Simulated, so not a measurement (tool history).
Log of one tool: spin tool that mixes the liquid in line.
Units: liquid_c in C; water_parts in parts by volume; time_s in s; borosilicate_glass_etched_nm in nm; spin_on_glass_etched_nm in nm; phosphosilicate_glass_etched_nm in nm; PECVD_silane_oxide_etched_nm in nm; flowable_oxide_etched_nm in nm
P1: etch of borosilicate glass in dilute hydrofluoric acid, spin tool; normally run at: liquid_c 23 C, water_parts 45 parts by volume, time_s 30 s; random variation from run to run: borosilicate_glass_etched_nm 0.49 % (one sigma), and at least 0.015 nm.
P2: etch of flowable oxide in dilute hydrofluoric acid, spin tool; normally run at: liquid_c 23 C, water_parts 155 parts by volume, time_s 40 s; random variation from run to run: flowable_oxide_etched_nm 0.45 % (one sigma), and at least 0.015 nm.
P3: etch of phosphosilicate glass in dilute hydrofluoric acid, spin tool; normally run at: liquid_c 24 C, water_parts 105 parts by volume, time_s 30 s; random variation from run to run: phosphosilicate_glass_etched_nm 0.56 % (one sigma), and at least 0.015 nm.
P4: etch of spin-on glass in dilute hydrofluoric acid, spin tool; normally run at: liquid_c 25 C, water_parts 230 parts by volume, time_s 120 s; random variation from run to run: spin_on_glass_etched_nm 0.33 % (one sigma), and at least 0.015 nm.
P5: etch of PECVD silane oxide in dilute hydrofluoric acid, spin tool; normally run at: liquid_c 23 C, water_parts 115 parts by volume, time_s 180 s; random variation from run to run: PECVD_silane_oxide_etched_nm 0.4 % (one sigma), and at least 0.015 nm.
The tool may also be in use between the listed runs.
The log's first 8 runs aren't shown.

run	day	process	liquid_c	water_parts	time_s	borosilicate_glass_etched_nm	spin_on_glass_etched_nm	phosphosilicate_glass_etched_nm	PECVD_silane_oxide_etched_nm	flowable_oxide_etched_nm
9	3.212	P5	23	115	180				22.217	
10	3.567	P3	24	105	30			36.374		
11	3.829	P1	23	45	30	22.349				
12	4.238	P4	25	230	230		39.6810			
13	4.554	P3	17	105	30			27.298		
14	5.038	P1	18	45	50	29.854				
15	5.312	P2	23	155	40					6.9703
16	5.617	P1	23	65	30	14.881				
17	6.033	P5	23	115	290				35.605	
18	6.338	P2	23	155	15					2.5948
19	6.821	P4	25	415	120		9.5162			
20	7.329	P1	23	45	15	11.052				
21	7.621	P5	17	115	180				17.373	
22	8.129	P2	23	275	40					3.4397
23	8.450	P1	23	45	30	21.952				
24	8.921	P2	17	155	40					5.4989
25	9.288	P3	24	35	30			120.320		

Run 26 comes next. What will it give?
26	9.679	P2	23	155	40					?

Run 26 gave flowable_oxide_etched_nm 6.9220 nm.
